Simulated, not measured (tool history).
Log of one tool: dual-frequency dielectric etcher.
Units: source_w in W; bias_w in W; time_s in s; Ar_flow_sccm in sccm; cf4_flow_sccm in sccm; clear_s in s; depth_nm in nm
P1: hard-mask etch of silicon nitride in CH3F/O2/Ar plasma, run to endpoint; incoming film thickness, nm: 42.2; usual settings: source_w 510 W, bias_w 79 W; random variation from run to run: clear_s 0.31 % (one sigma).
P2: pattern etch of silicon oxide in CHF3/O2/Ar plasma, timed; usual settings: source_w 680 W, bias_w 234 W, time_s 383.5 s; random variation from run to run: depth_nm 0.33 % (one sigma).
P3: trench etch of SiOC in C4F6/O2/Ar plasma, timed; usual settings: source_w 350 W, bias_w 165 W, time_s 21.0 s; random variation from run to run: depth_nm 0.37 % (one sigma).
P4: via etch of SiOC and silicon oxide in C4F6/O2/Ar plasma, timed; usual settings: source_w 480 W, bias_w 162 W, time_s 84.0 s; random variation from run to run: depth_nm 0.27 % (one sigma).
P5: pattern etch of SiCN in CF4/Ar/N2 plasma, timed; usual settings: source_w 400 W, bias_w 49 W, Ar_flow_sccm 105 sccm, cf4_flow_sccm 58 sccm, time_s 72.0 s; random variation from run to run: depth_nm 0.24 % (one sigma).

| run | hour | process | source_w | bias_w | time_s | Ar_flow_sccm | cf4_flow_sccm | clear_s | depth_nm |
|---|---|---|---|---|---|---|---|---|---|
| 1 | 3.5 | P1 | 510 | 79 |  |  |  | 52.866 |  |
| 2 | 9.1 | P2 | 680 | 234 | 290.0 |  |  |  | 648.300 |
| 3 | 14.8 | P5 | 400 | 49 | 72.0 | 105 | 58 |  | 46.968 |
| 4 | 19.6 | P1 | 510 | 79 |  |  |  | 52.811 |  |
| 5 | 24.8 | P1 | 510 | 79 |  |  |  | 52.555 |  |
| 6 | 28.9 | P2 | 500 | 234 | 383.5 |  |  |  | 757.160 |
| 7 | 34.1 | P3 | 350 | 165 | 21.0 |  |  |  | 40.090 |
| 8 | 40.0 | P1 | 510 | 79 |  |  |  | 52.533 |  |
| 9 | 44.6 | P5 | 500 | 49 | 72.0 | 105 | 58 |  | 56.792 |
| 10 | 48.3 | P3 | 450 | 165 | 21.0 |  |  |  | 44.243 |
| 11 | 54.4 | P1 | 510 | 79 |  |  |  | 52.586 |  |
| 12 | 60.5 | P5 | 400 | 30 | 72.0 | 105 | 58 |  | 40.201 |
| 13 | 64.9 | P4 | 360 | 162 | 84.0 |  |  |  | 85.558 |
|  | 68.8 | bias power generator calibrated |
| 14 | 71.0 | P2 | 680 | 154 | 383.5 |  |  |  | 740.700 |
| 15 | 75.7 | P3 | 350 | 165 | 21.0 |  |  |  | 40.249 |
| 16 | 78.4 | P4 | 480 | 162 | 115.5 |  |  |  | 131.380 |
| 17 | 84.1 | P1 | 510 | 108 |  |  |  | 47.242 |  |
| 18 | 87.7 | P4 | 480 | 162 | 84.0 |  |  |  | 95.325 |
| 19 | 90.7 | P5 | 400 | 49 | 72.0 | 146 | 58 |  | 43.844 |
| 20 | 95.6 | P4 | 480 | 162 | 84.0 |  |  |  | 95.453 |
| 21 | 100.3 | P3 | 350 | 165 | 11.5 |  |  |  | 21.941 |
| 22 | 106.1 | P4 | 480 | 123 | 84.0 |  |  |  | 87.731 |
| 23 | 109.6 | P1 | 400 | 66 |  |  |  | 61.461 |  |
| 24 | 114.9 | P1 | 680 | 79 |  |  |  | 47.261 |  |

Forecast run 25:
| 25 | 121.1 | P5 | 400 | 49 | 72.0 | 105 | 58 |  | ? |

depth_nm: 46.782 nm
